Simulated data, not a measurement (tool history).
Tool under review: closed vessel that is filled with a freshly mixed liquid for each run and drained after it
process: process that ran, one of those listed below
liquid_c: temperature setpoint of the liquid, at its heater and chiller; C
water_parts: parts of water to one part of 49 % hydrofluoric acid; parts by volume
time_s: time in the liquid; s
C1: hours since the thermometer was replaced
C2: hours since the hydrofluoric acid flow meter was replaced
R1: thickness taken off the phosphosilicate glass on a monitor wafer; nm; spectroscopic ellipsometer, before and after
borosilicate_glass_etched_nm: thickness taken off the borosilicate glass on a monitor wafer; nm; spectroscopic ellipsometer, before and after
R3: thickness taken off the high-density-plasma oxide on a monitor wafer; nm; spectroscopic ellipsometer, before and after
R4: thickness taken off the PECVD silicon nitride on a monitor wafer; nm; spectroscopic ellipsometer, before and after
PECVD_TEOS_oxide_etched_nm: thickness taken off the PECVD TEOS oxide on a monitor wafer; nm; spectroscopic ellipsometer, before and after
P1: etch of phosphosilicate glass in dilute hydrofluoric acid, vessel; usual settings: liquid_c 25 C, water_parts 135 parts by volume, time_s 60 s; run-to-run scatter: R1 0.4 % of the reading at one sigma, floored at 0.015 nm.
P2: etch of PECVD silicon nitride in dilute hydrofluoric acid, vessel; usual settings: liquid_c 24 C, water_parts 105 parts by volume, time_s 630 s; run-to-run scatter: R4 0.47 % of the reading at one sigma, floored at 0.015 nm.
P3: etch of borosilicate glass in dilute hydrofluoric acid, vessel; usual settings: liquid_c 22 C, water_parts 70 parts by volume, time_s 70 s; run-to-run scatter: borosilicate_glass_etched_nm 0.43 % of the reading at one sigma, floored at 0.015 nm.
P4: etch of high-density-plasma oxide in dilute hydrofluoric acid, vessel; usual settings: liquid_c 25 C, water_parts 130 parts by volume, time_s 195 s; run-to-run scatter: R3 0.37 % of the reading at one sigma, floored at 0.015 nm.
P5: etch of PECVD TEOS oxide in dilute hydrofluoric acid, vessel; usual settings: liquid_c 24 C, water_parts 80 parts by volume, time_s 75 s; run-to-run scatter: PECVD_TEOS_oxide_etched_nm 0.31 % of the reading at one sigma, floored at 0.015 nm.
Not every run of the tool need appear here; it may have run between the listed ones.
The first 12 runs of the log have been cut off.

{"run": 13, "hour": 44.8, "process": "P1", "liquid_c": 20.5, "water_parts": 135, "time_s": 95, "C1": 260, "C2": 645.5, "R1": 35.72}
{"run": 14, "hour": 47.9, "process": "P1", "liquid_c": 30.5, "water_parts": 135, "time_s": 60, "C1": 263.1, "C2": 648.6, "R1": 32.985}
{"run": 15, "hour": 51.4, "process": "P1", "liquid_c": 25, "water_parts": 135, "time_s": 30, "C1": 266.6, "C2": 652.1, "R1": 13.448}
{"run": 16, "hour": 55.8, "process": "P4", "liquid_c": 25, "water_parts": 225, "time_s": 195, "C1": 271, "C2": 656.5, "R3": 3.8522}
{"run": 17, "hour": 59.3, "process": "P4", "liquid_c": 25, "water_parts": 130, "time_s": 195, "C1": 274.5, "C2": 660, "R3": 7.4343}
{"run": 18, "hour": 63.0, "process": "P1", "liquid_c": 18, "water_parts": 135, "time_s": 60, "C1": 278.2, "C2": 663.7, "R1": 20.498}
{"run": 19, "hour": 67.6, "process": "P5", "liquid_c": 24, "water_parts": 80, "time_s": 75, "C1": 282.8, "C2": 668.3, "PECVD_TEOS_oxide_etched_nm": 8.2543}
{"run": 20, "hour": 71.2, "process": "P3", "liquid_c": 22, "water_parts": 95, "time_s": 70, "C1": 286.4, "C2": 671.9, "borosilicate_glass_etched_nm": 38.707}
{"run": 21, "hour": 75.2, "process": "P1", "liquid_c": 25, "water_parts": 135, "time_s": 60, "C1": 290.4, "C2": 675.9, "R1": 26.904}
{"run": 22, "hour": 79.0, "process": "P2", "liquid_c": 32.5, "water_parts": 105, "time_s": 630, "C1": 294.2, "C2": 679.7, "R4": 41.638}
{"run": 23, "hour": 82.2, "process": "P1", "liquid_c": 25, "water_parts": 135, "time_s": 60, "C1": 297.4, "C2": 682.9, "R1": 26.739}
{"run": 24, "hour": 85.8, "process": "P5", "liquid_c": 17.5, "water_parts": 80, "time_s": 75, "C1": 301, "C2": 686.5, "PECVD_TEOS_oxide_etched_nm": 6.2541}
{"run": 25, "hour": 90.4, "process": "P3", "liquid_c": 22, "water_parts": 70, "time_s": 100, "C1": 305.6, "C2": 691.1, "borosilicate_glass_etched_nm": 77.729}
{"run": 26, "hour": 93.2, "process": "P2", "liquid_c": 24, "water_parts": 105, "time_s": 330, "C1": 308.4, "C2": 693.9, "R4": 12.8}
{"run": 27, "hour": 97.0, "process": "P5", "liquid_c": 24, "water_parts": 80, "time_s": 75, "C1": 312.2, "C2": 697.7, "PECVD_TEOS_oxide_etched_nm": 8.2091}
{"run": 28, "hour": 101.0, "process": "P4", "liquid_c": 32, "water_parts": 130, "time_s": 195, "C1": 316.2, "C2": 701.7, "R3": 9.6631}
{"run": 29, "hour": 104.1, "process": "P4", "liquid_c": 25, "water_parts": 130, "time_s": 195, "C1": 319.3, "C2": 704.8, "R3": 7.4333}
{"run": 30, "hour": 106.2, "process": "P1", "liquid_c": 25, "water_parts": 135, "time_s": 60, "C1": 321.4, "C2": 706.9, "R1": 26.669}
{"run": 31, "hour": 110.7, "process": "P1", "liquid_c": 25, "water_parts": 135, "time_s": 60, "C1": 325.9, "C2": 711.4, "R1": 26.884}

The next listed run, before its measurement:
{"run": 32, "hour": 113.3, "process": "P1", "liquid_c": 25, "water_parts": 135, "time_s": 60, "C1": 328.5, "C2": 714, "R1": "?"}

R1: 25.931 nm

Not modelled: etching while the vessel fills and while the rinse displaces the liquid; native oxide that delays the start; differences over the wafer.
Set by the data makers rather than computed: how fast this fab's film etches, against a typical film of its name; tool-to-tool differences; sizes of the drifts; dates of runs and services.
